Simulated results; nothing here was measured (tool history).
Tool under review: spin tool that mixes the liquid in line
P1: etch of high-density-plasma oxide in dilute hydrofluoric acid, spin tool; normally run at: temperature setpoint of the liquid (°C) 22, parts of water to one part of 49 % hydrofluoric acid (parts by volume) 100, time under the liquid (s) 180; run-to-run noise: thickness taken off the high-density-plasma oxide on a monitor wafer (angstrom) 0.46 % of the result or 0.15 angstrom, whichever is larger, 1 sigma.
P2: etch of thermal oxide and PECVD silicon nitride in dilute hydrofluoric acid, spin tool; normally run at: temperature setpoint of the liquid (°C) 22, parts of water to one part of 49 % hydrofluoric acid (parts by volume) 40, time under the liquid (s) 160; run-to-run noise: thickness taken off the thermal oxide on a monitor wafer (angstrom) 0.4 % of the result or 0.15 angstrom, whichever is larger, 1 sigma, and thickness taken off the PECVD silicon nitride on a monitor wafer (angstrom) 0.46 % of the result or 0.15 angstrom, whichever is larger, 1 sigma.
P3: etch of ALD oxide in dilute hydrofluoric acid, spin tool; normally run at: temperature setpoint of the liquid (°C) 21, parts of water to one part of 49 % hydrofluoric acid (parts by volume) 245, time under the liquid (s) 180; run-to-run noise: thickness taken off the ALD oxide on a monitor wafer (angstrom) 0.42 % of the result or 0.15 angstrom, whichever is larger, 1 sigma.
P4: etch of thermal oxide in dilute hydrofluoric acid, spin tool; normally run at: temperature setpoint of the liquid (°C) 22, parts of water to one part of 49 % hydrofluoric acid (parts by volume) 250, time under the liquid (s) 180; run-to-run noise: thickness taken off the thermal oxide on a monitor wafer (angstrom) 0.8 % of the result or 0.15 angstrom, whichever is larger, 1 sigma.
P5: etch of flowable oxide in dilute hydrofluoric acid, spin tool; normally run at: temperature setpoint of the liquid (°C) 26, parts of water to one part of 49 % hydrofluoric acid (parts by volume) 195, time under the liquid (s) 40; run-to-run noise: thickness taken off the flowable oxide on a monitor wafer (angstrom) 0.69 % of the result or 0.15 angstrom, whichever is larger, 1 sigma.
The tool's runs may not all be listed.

| run | hour | process that ran | temperature setpoint of the liquid (°C) | parts of water to one part of 49 % hydrofluoric acid (parts by volume) | time under the liquid (s) | hours since the thermometer was replaced | hours since the hydrofluoric acid flow meter was replaced | thickness taken off the high-density-plasma oxide on a monitor wafer (angstrom) | thickness taken off the ALD oxide on a monitor wafer (angstrom) | thickness taken off the thermal oxide on a monitor wafer (angstrom) | thickness taken off the PECVD silicon nitride on a monitor wafer (angstrom) | thickness taken off the flowable oxide on a monitor wafer (angstrom) |
|---|---|---|---|---|---|---|---|---|---|---|---|---|
| 1 | 13.4 | P1 | 22 | 100 | 180 | 463.5 | 715.3 | 165.9 |  |  |  |  |
| 2 | 30.4 | P1 | 22 | 100 | 180 | 480.5 | 732.3 | 166.54 |  |  |  |  |
| 3 | 45.6 | P1 | 22 | 145 | 300 | 495.7 | 747.5 | 181.09 |  |  |  |  |
| 4 | 63.1 | P1 | 22 | 145 | 180 | 513.2 | 765 | 109.36 |  |  |  |  |
| 5 | 71.2 | P3 | 21 | 70 | 180 | 521.3 | 773.1 |  | 644.72 |  |  |  |
| 6 | 84.3 | P2 | 22 | 40 | 160 | 534.4 | 786.2 |  |  | 187.07 | 159.2 |  |
| 7 | 100.7 | P4 | 22 | 250 | 180 | 550.8 | 802.6 |  |  | 26.04 |  |  |
| 8 | 115.7 | P2 | 26 | 40 | 160 | 565.8 | 817.6 |  |  | 220.8 | 206.58 |  |
| 9 | 123.4 | P5 | 26 | 35 | 40 | 573.5 | 825.3 |  |  |  |  | 279.9 |
| 10 | 137 | P2 | 22 | 65 | 160 | 587.1 | 838.9 |  |  | 111.92 | 98.061 |  |
| 11 | 152 | P4 | 22 | 70 | 180 | 602.1 | 853.9 |  |  | 113.67 |  |  |
| 12 | 163.3 | P3 | 21 | 245 | 320 | 613.4 | 865.2 |  | 270.31 |  |  |  |
| 13 | 177.5 | P4 | 22 | 250 | 180 | 627.6 | 879.4 |  |  | 26.217 |  |  |
| 14 | 191.3 | P5 | 17.5 | 195 | 40 | 641.4 | 893.2 |  |  |  |  | 30.178 |
| 15 | 201.1 | P1 | 22 | 100 | 180 | 651.2 | 903 | 166.36 |  |  |  |  |
| 16 | 211.9 | P1 | 22 | 100 | 350 | 662 | 913.8 | 322.27 |  |  |  |  |
| 17 | 224 | P5 | 26 | 195 | 40 | 674.1 | 925.9 |  |  |  |  | 41.065 |
| 18 | 234 | P1 | 28.5 | 100 | 180 | 684.1 | 935.9 | 214.94 |  |  |  |  |
| 19 | 248.3 | P1 | 22 | 100 | 180 | 698.4 | 950.2 | 165.99 |  |  |  |  |
| 20 | 263.6 | P3 | 21 | 245 | 180 | 713.7 | 965.5 |  | 153.86 |  |  |  |
| 21 | 277.5 | P2 | 22 | 40 | 285 | 727.6 | 979.4 |  |  | 331.62 | 283.88 |  |
| 22 | 288 | P1 | 22 | 100 | 180 | 738.1 | 989.9 | 166.77 |  |  |  |  |
| 23 | 303 | P1 | 22 | 100 | 180 | 753.1 | 1004.9 | 165.51 |  |  |  |  |
| 24 | 310.9 | P1 | 22 | 100 | 60 | 761 | 1012.8 | 55.628 |  |  |  |  |
| 25 | 325.6 | P1 | 22 | 100 | 180 | 775.7 | 1027.5 | 168 |  |  |  |  |
| 26 | 337.5 | P4 | 22 | 250 | 345 | 787.6 | 1039.4 |  |  | 49.677 |  |  |
| 27 | 354.5 | P5 | 26 | 195 | 80 | 804.6 | 1056.4 |  |  |  |  | 81.676 |
| 28 | 369.1 | P4 | 18 | 250 | 180 | 819.2 | 1071 |  |  | 22.084 |  |  |
| 29 | 386.4 | P2 | 22 | 40 | 160 | 836.5 | 1088.3 |  |  | 186.62 | 157.41 |  |
| 30 | 398.6 | P1 | 22 | 55 | 180 | 848.7 | 1100.5 | 320.16 |  |  |  |  |
| 31 | 406.3 | P3 | 28 | 245 | 180 | 856.4 | 1108.2 |  | 198.1 |  |  |  |
| 32 | 416.3 | P1 | 17 | 100 | 180 | 866.4 | 1118.2 | 134.68 |  |  |  |  |

Estimate the outcome of run 33 from the log above:
| 33 | 426.6 | P1 | 22 | 100 | 180 | 876.7 | 1128.5 | ? |  |  |  |  |

{"run 33": {"thickness taken off the high-density-plasma oxide on a monitor wafer (angstrom)": 165.99}}

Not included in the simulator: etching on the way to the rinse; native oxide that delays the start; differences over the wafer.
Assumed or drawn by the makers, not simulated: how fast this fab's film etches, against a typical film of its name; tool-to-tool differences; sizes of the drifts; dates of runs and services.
